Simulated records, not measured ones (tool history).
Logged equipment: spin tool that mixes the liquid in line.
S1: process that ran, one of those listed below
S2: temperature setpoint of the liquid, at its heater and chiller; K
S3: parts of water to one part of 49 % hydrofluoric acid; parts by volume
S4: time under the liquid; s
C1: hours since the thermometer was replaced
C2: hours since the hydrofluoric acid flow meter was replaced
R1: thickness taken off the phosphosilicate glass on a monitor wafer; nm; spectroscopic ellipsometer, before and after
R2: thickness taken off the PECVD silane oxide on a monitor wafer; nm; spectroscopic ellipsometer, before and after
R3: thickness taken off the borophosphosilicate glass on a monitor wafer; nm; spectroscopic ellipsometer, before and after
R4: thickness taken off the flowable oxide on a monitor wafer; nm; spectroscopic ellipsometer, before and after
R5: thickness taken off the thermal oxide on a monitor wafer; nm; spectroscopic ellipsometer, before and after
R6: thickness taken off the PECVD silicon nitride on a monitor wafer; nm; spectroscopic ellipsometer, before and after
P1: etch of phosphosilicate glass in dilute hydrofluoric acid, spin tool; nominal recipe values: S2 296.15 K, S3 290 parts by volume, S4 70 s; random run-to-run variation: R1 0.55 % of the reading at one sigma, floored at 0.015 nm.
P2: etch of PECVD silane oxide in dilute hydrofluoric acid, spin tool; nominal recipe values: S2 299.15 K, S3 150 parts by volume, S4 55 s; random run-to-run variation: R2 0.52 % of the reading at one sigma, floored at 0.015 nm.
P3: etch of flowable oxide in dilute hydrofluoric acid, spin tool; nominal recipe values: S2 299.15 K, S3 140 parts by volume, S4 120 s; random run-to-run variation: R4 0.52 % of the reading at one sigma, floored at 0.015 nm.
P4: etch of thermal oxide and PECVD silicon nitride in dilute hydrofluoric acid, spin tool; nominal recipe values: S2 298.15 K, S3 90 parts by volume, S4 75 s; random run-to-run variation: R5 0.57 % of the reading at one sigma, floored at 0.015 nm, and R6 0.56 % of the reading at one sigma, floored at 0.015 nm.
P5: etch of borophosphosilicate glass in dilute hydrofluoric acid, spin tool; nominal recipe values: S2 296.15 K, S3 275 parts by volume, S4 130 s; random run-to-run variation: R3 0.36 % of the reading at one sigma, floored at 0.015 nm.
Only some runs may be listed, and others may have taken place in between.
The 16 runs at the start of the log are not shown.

{"run": 17, "hour": 119.3, "S1": "P1", "S2": 296.15, "S3": 290, "S4": 25, "C1": 1133.3, "C2": 252.2, "R1": 6.7478}
{"run": 18, "hour": 129.4, "S1": "P3", "S2": 299.15, "S3": 220, "S4": 120, "C1": 1143.4, "C2": 262.3, "R4": 15.092}
{"run": 19, "hour": 135.0, "S1": "P1", "S2": 303.65, "S3": 290, "S4": 105, "C1": 1149, "C2": 267.9, "R1": 36.334}
{"run": 20, "hour": 144.3, "S1": "P4", "S2": 298.15, "S3": 90, "S4": 145, "C1": 1158.3, "C2": 277.2, "R5": 8.3836, "R6": 7.1788}
{"run": 21, "hour": 152.5, "S1": "P4", "S2": 298.15, "S3": 90, "S4": 75, "C1": 1166.5, "C2": 285.4, "R5": 4.3545, "R6": 3.7248}
{"run": 22, "hour": 160.2, "S1": "P1", "S2": 296.15, "S3": 140, "S4": 70, "C1": 1174.2, "C2": 293.1, "R1": 45.577}
{"run": 23, "hour": 166.6, "S1": "P4", "S2": 298.15, "S3": 145, "S4": 75, "C1": 1180.6, "C2": 299.5, "R5": 2.511, "R6": 2.3535}
{"run": 24, "hour": 175.7, "S1": "P2", "S2": 299.15, "S3": 150, "S4": 55, "C1": 1189.7, "C2": 308.6, "R2": 12.184}
{"run": 25, "hour": 183.1, "S1": "P1", "S2": 300.65, "S3": 290, "S4": 70, "C1": 1197.1, "C2": 316, "R1": 21.981}
{"run": 26, "hour": 193.4, "S1": "P4", "S2": 291.15, "S3": 90, "S4": 75, "C1": 1207.4, "C2": 326.3, "R5": 3.2263, "R6": 2.3282}
{"run": 27, "hour": 202.6, "S1": "P1", "S2": 290.15, "S3": 290, "S4": 70, "C1": 1216.6, "C2": 335.5, "R1": 15.287}
{"run": 28, "hour": 207.7, "S1": "P1", "S2": 296.15, "S3": 290, "S4": 70, "C1": 1221.7, "C2": 340.6, "R1": 18.872}
{"run": 29, "hour": 213.5, "S1": "P3", "S2": 299.15, "S3": 140, "S4": 120, "C1": 1227.5, "C2": 346.4, "R4": 26.07}
{"run": 30, "hour": 223.0, "S1": "P2", "S2": 305.15, "S3": 150, "S4": 55, "C1": 1237, "C2": 355.9, "R2": 15.074}
{"run": 31, "hour": 228.5, "S1": "P1", "S2": 296.15, "S3": 290, "S4": 70, "C1": 1242.5, "C2": 361.4, "R1": 19.01}
{"run": 32, "hour": 234.1, "S1": "P5", "S2": 296.15, "S3": 275, "S4": 130, "C1": 1248.1, "C2": 367, "R3": 18.827}
{"run": 33, "hour": 244.5, "S1": "P1", "S2": 296.15, "S3": 290, "S4": 70, "C1": 1258.5, "C2": 377.4, "R1": 18.744}
{"run": 34, "hour": 250.1, "S1": "P1", "S2": 296.15, "S3": 290, "S4": 70, "C1": 1264.1, "C2": 383, "R1": 18.515}
{"run": 35, "hour": 257.3, "S1": "P1", "S2": 296.15, "S3": 290, "S4": 70, "C1": 1271.3, "C2": 390.2, "R1": 17.85}
{"run": 36, "hour": 267.5, "S1": "P1", "S2": 296.15, "S3": 290, "S4": 70, "C1": 1281.5, "C2": 400.4, "R1": 17.652}
{"run": 37, "hour": 273.0, "S1": "P1", "S2": 296.15, "S3": 290, "S4": 70, "C1": 1287, "C2": 405.9, "R1": 17.468}
{"run": 38, "hour": 280.6, "S1": "P1", "S2": 296.15, "S3": 290, "S4": 70, "C1": 1294.6, "C2": 413.5, "R1": 17.499}
{"run": 39, "hour": 291.5, "S1": "P1", "S2": 296.15, "S3": 290, "S4": 70, "C1": 1305.5, "C2": 424.4, "R1": 17.435}

Expected results for the next run?
{"run": 40, "hour": 298.8, "S1": "P1", "S2": 296.15, "S3": 290, "S4": 70, "C1": 1312.8, "C2": 431.7, "R1": "?"}

R1: 17.526 nm
